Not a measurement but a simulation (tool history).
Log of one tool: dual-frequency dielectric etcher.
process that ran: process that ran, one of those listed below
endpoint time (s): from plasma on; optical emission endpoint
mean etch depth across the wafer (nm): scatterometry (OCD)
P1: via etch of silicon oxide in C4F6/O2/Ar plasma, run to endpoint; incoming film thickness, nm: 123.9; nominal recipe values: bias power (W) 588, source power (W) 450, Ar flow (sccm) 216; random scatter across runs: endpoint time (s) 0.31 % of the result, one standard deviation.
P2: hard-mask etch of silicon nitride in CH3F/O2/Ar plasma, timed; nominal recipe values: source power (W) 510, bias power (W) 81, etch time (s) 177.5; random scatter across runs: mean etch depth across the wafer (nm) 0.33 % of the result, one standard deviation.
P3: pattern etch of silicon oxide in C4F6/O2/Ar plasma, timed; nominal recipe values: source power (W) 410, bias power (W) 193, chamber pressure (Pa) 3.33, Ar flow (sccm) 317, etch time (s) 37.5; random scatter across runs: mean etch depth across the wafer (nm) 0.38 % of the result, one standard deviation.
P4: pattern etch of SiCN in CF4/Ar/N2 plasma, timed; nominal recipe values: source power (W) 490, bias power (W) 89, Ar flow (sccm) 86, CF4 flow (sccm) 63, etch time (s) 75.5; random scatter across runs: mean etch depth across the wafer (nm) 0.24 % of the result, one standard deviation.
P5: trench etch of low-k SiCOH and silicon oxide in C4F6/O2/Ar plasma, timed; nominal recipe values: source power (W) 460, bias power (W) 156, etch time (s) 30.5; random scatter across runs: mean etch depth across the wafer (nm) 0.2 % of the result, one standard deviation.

run,hour,process that ran,bias power (W),source power (W),Ar flow (sccm),chamber pressure (Pa),etch time (s),CF4 flow (sccm),hours since the last wet clean,hours since the last bias power generator calibration,hours since the last source power generator calibration,hours since the last Ar flow controller change,endpoint time (s),mean etch depth across the wafer (nm)
1,4.3,P1,588,450,216,,,,354,1961.5,939.9,1399.2,23.485,
2,9,P3,193,410,317,3.33,47.5,,358.7,1966.2,944.6,1403.9,,156.05
3,12.4,P3,193,550,317,3.33,37.5,,362.1,1969.6,948,1407.3,,138.27
4,16.7,P5,156,460,,,41,,366.4,1973.9,952.3,1411.6,,130.35
5,21.6,P3,193,410,317,3.33,37.5,,371.3,1978.8,957.2,1416.5,,122.79
6,23.8,P2,60,510,,,177.5,,373.5,1981,959.4,1418.7,,128.76
7,26,P4,89,490,86,,75.5,63,375.7,1983.2,961.6,1420.9,,78.572
# hour 29: source power generator calibrated
8,29.3,P5,112,460,,,30.5,,379,1986.5,0.4,1424.2,,87.73
9,33.3,P2,81,510,,,137,,383,1990.5,4.4,1428.2,,109.78
10,36.3,P2,81,380,,,177.5,,386,1993.5,7.4,1431.2,,127.19
11,39.7,P1,588,450,216,,,,389.4,1996.9,10.8,1434.6,23.555,
12,43.6,P4,89,490,112,,75.5,63,393.3,2000.8,14.7,1438.5,,75.471
13,46.1,P1,588,450,216,,,,395.8,2003.3,17.2,1441,23.44,
14,50,P1,588,450,216,,,,399.7,2007.2,21.1,1444.9,23.282,
15,54.8,P4,89,490,86,,58,63,404.5,2012,25.9,1449.7,,60.029
16,59.3,P1,588,450,165,,,,409,2016.5,30.4,1454.2,22.677,
17,61.6,P1,428,450,216,,,,411.3,2018.8,32.7,1456.5,26.512,
18,63.8,P4,89,490,86,,75.5,90,413.5,2021,34.9,1458.7,,82.481
19,66.5,P1,588,580,216,,,,416.2,2023.7,37.6,1461.4,21.237,
20,68.8,P1,768,350,216,,,,418.5,2026,39.9,1463.7,23.119,
21,71.5,P2,81,510,,,177.5,,421.2,2028.7,42.6,1466.4,,141.92
22,75.1,P1,380,450,177,,,,424.8,2032.3,46.2,1470,26.898,
23,78.3,P1,588,580,294,,,,428,2035.5,49.4,1473.2,21.92,
24,82.3,P1,588,450,216,,,,432,2039.5,53.4,1477.2,23.377,
# hour 83.5: Ar flow controller replaced
25,86.6,P4,119,490,86,,75.5,63,436.3,2043.8,57.7,3.1,,87.34
26,91.5,P1,588,340,216,,,,441.2,2048.7,62.6,8,25.934,
27,95.6,P3,193,410,317,4.2,37.5,,445.3,2052.8,66.7,12.1,,119.35
28,99.9,P5,156,460,,,30.5,,449.6,2057.1,71,16.4,,96.445
29,102.5,P2,81,510,,,177.5,,452.2,2059.7,73.6,19,,141.66
30,105.6,P5,156,560,,,30.5,,455.3,2062.8,76.7,22.1,,104.67
31,109.9,P4,89,600,86,,75.5,63,459.6,2067.1,81,26.4,,93.716
32,114.1,P1,588,450,273,,,,463.8,2071.3,85.2,30.6,24.008,
33,119,P3,193,410,401,3.33,37.5,,468.7,2076.2,90.1,35.5,,119.94
34,123.9,P1,797,450,216,,,,473.6,2081.1,95,40.4,20.769,
35,128.5,P4,89,490,86,,75.5,63,478.2,2085.7,99.6,45,,78.207
36,132.1,P1,588,450,216,,,,481.8,2089.3,103.2,48.6,23.386,

Run 37 is up next; what results do you expect?
37,136.8,P1,588,450,216,,,,486.5,2094,107.9,53.3,?,

endpoint time (s): 23.424
